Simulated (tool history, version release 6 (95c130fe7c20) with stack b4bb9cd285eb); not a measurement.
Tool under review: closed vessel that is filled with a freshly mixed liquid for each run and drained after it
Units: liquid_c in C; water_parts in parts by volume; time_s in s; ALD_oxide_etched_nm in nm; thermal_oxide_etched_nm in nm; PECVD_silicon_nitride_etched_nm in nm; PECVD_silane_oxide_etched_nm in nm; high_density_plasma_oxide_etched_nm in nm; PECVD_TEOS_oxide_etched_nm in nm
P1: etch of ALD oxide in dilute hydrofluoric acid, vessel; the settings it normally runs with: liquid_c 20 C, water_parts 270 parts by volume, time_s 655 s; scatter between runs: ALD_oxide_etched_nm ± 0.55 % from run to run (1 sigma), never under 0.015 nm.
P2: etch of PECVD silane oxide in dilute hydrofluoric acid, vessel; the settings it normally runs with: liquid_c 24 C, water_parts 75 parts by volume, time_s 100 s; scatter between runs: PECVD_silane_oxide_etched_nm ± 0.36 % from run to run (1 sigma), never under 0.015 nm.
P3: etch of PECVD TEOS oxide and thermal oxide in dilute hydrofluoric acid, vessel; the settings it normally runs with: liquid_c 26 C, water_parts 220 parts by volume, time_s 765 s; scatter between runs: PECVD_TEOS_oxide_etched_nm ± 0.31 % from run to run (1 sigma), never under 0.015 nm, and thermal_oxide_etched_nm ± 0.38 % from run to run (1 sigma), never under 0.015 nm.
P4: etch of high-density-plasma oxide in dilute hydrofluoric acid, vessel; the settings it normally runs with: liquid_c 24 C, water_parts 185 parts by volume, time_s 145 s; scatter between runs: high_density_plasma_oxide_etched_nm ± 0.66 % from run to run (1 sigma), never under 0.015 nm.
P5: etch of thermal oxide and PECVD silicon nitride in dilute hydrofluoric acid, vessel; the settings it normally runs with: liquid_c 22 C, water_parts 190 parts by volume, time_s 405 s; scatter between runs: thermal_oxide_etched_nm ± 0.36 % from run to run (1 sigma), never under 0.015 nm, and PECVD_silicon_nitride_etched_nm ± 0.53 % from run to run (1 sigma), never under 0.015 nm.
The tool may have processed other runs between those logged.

run	hour	process	liquid_c	water_parts	time_s	hours since the thermometer was replaced	hours since the hydrofluoric acid flow meter was replaced	ALD_oxide_etched_nm	thermal_oxide_etched_nm	PECVD_silicon_nitride_etched_nm	PECVD_silane_oxide_etched_nm	high_density_plasma_oxide_etched_nm	PECVD_TEOS_oxide_etched_nm
1	4.3	P1	20	270	655	392.7	1135.3	24.334					
2	7.1	P1	20	270	655	395.5	1138.1	24.717					
3	12.1	P1	20	270	655	400.5	1143.1	24.288					
4	16.8	P5	22	190	785	405.2	1147.8		16.259	10.195			
5	20.6	P2	24	135	100	409	1151.6				13.724		
6	24.6	P5	18	190	405	413	1155.6		7.1638	4.0364			
7	27.9	P2	24	75	100	416.3	1158.9				26.397		
8	30.9	P1	17	270	655	419.3	1161.9	21.578					
9	34.4	P4	24	285	145	422.8	1165.4					2.5697	
10	39.2	P4	24	185	145	427.6	1170.2					4.4809	
11	42.8	P1	20	270	145	431.2	1173.8	5.3955					
12	47.8	P4	24	185	45	436.2	1178.8					1.3637	
13	51.5	P1	17	140	655	439.9	1182.5	47.795					
14	55.6	P3	31	220	765	444	1186.6		17.88				52.104
15	60.3	P1	20	270	655	448.7	1191.3	24.505					
16	63.6	P2	24	75	100	452	1194.6				26.275		
17	68	P2	17.5	75	100	456.4	1199				20.079		
18	72.2	P1	20	140	655	460.6	1203.2	53.446					
19	74.7	P4	30	185	145	463.1	1205.7					5.4403	
20	78.7	P5	22	275	405	467.1	1209.7		5.33	3.642			
21	84.3	P5	22	190	405	472.7	1215.3		8.3198	5.3255			
22	87.5	P1	20	450	655	475.9	1218.5	12.532					
23	91.4	P1	20	270	1175	479.8	1222.4	43.945					
24	96.8	P3	26	75	765	485.2	1227.8		52.507				153.24
25	101.4	P3	26	220	1265	489.8	1232.4		24.902				72.655
26	106.3	P1	20	270	655	494.7	1237.3	24.233					
27	109	P1	20	270	655	497.4	1240	24.077					

Estimate the outcome of run 28 from the log above:
28	113.5	P1	20	270	655	501.9	1244.5	?					

ALD_oxide_etched_nm: 24.272 nm

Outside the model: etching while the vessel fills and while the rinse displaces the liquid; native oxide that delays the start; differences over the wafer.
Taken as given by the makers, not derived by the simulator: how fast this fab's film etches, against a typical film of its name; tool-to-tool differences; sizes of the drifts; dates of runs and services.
